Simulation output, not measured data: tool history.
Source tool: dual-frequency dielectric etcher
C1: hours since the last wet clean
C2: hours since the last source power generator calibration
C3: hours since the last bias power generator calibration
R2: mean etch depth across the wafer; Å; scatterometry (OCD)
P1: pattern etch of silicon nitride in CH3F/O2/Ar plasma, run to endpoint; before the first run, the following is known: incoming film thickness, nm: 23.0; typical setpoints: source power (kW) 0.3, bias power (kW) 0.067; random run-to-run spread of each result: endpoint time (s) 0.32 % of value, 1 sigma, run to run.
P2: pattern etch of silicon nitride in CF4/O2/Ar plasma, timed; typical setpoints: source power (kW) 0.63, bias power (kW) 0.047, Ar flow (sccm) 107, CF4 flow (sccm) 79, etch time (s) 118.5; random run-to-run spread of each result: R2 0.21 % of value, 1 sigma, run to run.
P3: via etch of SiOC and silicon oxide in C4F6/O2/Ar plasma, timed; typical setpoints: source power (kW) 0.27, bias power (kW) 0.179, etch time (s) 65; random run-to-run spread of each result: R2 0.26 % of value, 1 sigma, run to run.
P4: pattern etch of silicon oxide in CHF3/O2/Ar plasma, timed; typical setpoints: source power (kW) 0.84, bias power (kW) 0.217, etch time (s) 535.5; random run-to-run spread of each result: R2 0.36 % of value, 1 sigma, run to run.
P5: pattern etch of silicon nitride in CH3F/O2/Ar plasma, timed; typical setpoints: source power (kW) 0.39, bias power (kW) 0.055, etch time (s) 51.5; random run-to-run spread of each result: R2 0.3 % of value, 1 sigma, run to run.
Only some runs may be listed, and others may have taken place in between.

Run 1, hour 11.6: process that ran P1, source power (kW) 0.3, bias power (kW) 0.067; C1 290.4; C2 1345.5; C3 562.2. Result: endpoint time (s) 38.353.
Run 2, hour 25.3: process that ran P1, source power (kW) 0.3, bias power (kW) 0.093; C1 304.1; C2 1359.2; C3 575.9. Result: endpoint time (s) 33.909.
Run 3, hour 40.1: process that ran P2, source power (kW) 0.63, bias power (kW) 0.03, Ar flow (sccm) 107, CF4 flow (sccm) 79, etch time (s) 118.5; C1 318.9; C2 1374; C3 590.7. Result: R2 2264.8 Å.
Run 4, hour 49: process that ran P1, source power (kW) 0.3, bias power (kW) 0.067; C1 327.8; C2 1382.9; C3 599.6. Result: endpoint time (s) 38.342.
Run 5, hour 57.2: process that ran P2, source power (kW) 0.63, bias power (kW) 0.047, Ar flow (sccm) 107, CF4 flow (sccm) 79, etch time (s) 118.5; C1 336; C2 1391.1; C3 607.8. Result: R2 2657.7 Å.
Run 6, hour 67.5: process that ran P5, source power (kW) 0.39, bias power (kW) 0.055, etch time (s) 51.5; C1 346.3; C2 1401.4; C3 618.1. Result: R2 340.67 Å.
Run 7, hour 77.4: process that ran P3, source power (kW) 0.27, bias power (kW) 0.179, etch time (s) 65; C1 356.2; C2 1411.3; C3 628. Result: R2 649.95 Å.
Run 8, hour 90.4: process that ran P5, source power (kW) 0.39, bias power (kW) 0.055, etch time (s) 65; C1 369.2; C2 1424.3; C3 641. Result: R2 431.08 Å.
Run 9, hour 105.8: process that ran P1, source power (kW) 0.23, bias power (kW) 0.067; C1 384.6; C2 1439.7; C3 656.4. Result: endpoint time (s) 42.094.
Run 10, hour 115: process that ran P2, source power (kW) 0.63, bias power (kW) 0.047, Ar flow (sccm) 107, CF4 flow (sccm) 94, etch time (s) 118.5; C1 393.8; C2 1448.9; C3 665.6. Result: R2 2725.2 Å.
Run 11, hour 122.9: process that ran P1, source power (kW) 0.36, bias power (kW) 0.067; C1 401.7; C2 1456.8; C3 673.5. Result: endpoint time (s) 35.688.
Run 12, hour 132.3: process that ran P2, source power (kW) 0.37, bias power (kW) 0.047, Ar flow (sccm) 107, CF4 flow (sccm) 79, etch time (s) 118.5; C1 411.1; C2 1466.2; C3 682.9. Result: R2 1673.5 Å.
Run 13, hour 146.3: process that ran P5, source power (kW) 0.39, bias power (kW) 0.036, etch time (s) 51.5; C1 425.1; C2 1480.2; C3 696.9. Result: R2 298.3 Å.
Run 14, hour 153.2: process that ran P2, source power (kW) 0.63, bias power (kW) 0.047, Ar flow (sccm) 107, CF4 flow (sccm) 79, etch time (s) 78; C1 432; C2 1487.1; C3 703.8. Result: R2 1753.7 Å.
Run 15, hour 168.3: process that ran P1, source power (kW) 0.3, bias power (kW) 0.067; C1 447.1; C2 1502.2; C3 718.9. Result: endpoint time (s) 38.101.
Run 16, hour 179.5: process that ran P3, source power (kW) 0.27, bias power (kW) 0.179, etch time (s) 96; C1 458.3; C2 1513.4; C3 730.1. Result: R2 961.18 Å.
Run 17, hour 188.8: process that ran P4, source power (kW) 0.84, bias power (kW) 0.217, etch time (s) 342; C1 467.6; C2 1522.7; C3 739.4. Result: R2 7923.1 Å.
Run 18, hour 200.3: process that ran P1, source power (kW) 0.38, bias power (kW) 0.082; C1 479.1; C2 1534.2; C3 750.9. Result: endpoint time (s) 32.737.
Run 19, hour 213: process that ran P4, source power (kW) 1.01, bias power (kW) 0.217, etch time (s) 535.5; C1 491.8; C2 1546.9; C3 763.6. Result: R2 13310 Å.
Run 20, hour 226: process that ran P1, source power (kW) 0.3, bias power (kW) 0.067; C1 504.8; C2 1559.9; C3 776.6. Result: endpoint time (s) 38.501.
Run 21, hour 236.5: process that ran P1, source power (kW) 0.3, bias power (kW) 0.067; C1 515.3; C2 1570.4; C3 787.1. Result: endpoint time (s) 38.319.
At hour 238.9: source power generator calibrated.
Run 22, hour 243.6: process that ran P4, source power (kW) 0.84, bias power (kW) 0.217, etch time (s) 535.5; C1 522.4; C2 4.7; C3 794.2. Result: R2 12361 Å.
Run 23, hour 252.4: process that ran P3, source power (kW) 0.27, bias power (kW) 0.128, etch time (s) 65; C1 531.2; C2 13.5; C3 803. Result: R2 585.3 Å.
Run 24, hour 266.7: process that ran P3, source power (kW) 0.27, bias power (kW) 0.179, etch time (s) 65; C1 545.5; C2 27.8; C3 817.3. Result: R2 652.09 Å.
Run 25, hour 275: process that ran P5, source power (kW) 0.39, bias power (kW) 0.055, etch time (s) 51.5; C1 553.8; C2 36.1; C3 825.6. Result: R2 340.1 Å.
Run 26, hour 290.8: process that ran P1, source power (kW) 0.21, bias power (kW) 0.09; C1 569.6; C2 51.9; C3 841.4. Result: endpoint time (s) 39.549.
Run 27, hour 302.4: process that ran P1, source power (kW) 0.38, bias power (kW) 0.043; C1 581.2; C2 63.5; C3 853. Result: endpoint time (s) 40.62.
Run 28, hour 315: process that ran P3, source power (kW) 0.38, bias power (kW) 0.179, etch time (s) 65; C1 593.8; C2 76.1; C3 865.6. Result: R2 744.03 Å.
Run 29, hour 326.8: process that ran P5, source power (kW) 0.24, bias power (kW) 0.055, etch time (s) 51.5; C1 605.6; C2 87.9; C3 877.4. Result: R2 283.66 Å.
Run 30, hour 338.9: process that ran P1, source power (kW) 0.3, bias power (kW) 0.067; C1 617.7; C2 100; C3 889.5. Result: endpoint time (s) 38.336.
Run 31, hour 353: process that ran P2, source power (kW) 0.63, bias power (kW) 0.047, Ar flow (sccm) 132, CF4 flow (sccm) 79, etch time (s) 118.5; C1 631.8; C2 114.1; C3 903.6. Result: R2 2572.1 Å.
Run 32, hour 367.5: process that ran P4, source power (kW) 0.84, bias power (kW) 0.308, etch time (s) 535.5; C1 646.3; C2 128.6; C3 918.1. Result: R2 14050 Å.
Run 33, hour 377.8: process that ran P1, source power (kW) 0.3, bias power (kW) 0.051; C1 656.6; C2 138.9; C3 928.4. Result: endpoint time (s) 41.916.
Run 34, hour 384.8: process that ran P1, source power (kW) 0.3, bias power (kW) 0.067; C1 663.6; C2 145.9; C3 935.4. Result: endpoint time (s) 38.295.
Run 35, hour 397.5: process that ran P1, source power (kW) 0.3, bias power (kW) 0.067; C1 676.3; C2 158.6; C3 948.1. Result: endpoint time (s) 38.541.
Run 36, hour 404.5: process that ran P1, source power (kW) 0.3, bias power (kW) 0.067; C1 683.3; C2 165.6; C3 955.1. Result: endpoint time (s) 38.604.
Run 37, hour 418.5: process that ran P1, source power (kW) 0.3, bias power (kW) 0.067; C1 697.3; C2 179.6; C3 969.1. Result: endpoint time (s) 38.837.
Run 38, hour 429.2: process that ran P1, source power (kW) 0.3, bias power (kW) 0.067; C1 708; C2 190.3; C3 979.8. Result: endpoint time (s) 38.681.
Run 39, hour 441.5: process that ran P1, source power (kW) 0.3, bias power (kW) 0.067; C1 720.3; C2 202.6; C3 992.1. Result: endpoint time (s) 38.766.
At hour 446.8: wet clean of the chamber.
Run 40, hour 452.7: process that ran P1, source power (kW) 0.3, bias power (kW) 0.067; C1 5.9; C2 213.8; C3 1003.3. Result: endpoint time (s) 38.778.
Run 41, hour 459.5: process that ran P1, source power (kW) 0.3, bias power (kW) 0.067; C1 12.7; C2 220.6; C3 1010.1. Result: endpoint time (s) 38.821.

Run 42 is up next; what results do you expect?
Run 42, hour 475.1: process that ran P1, source power (kW) 0.3, bias power (kW) 0.067; C1 28.3; C2 236.2; C3 1025.7. Result: endpoint time (s) ?.

Run 42 produced endpoint time (s) 38.802.
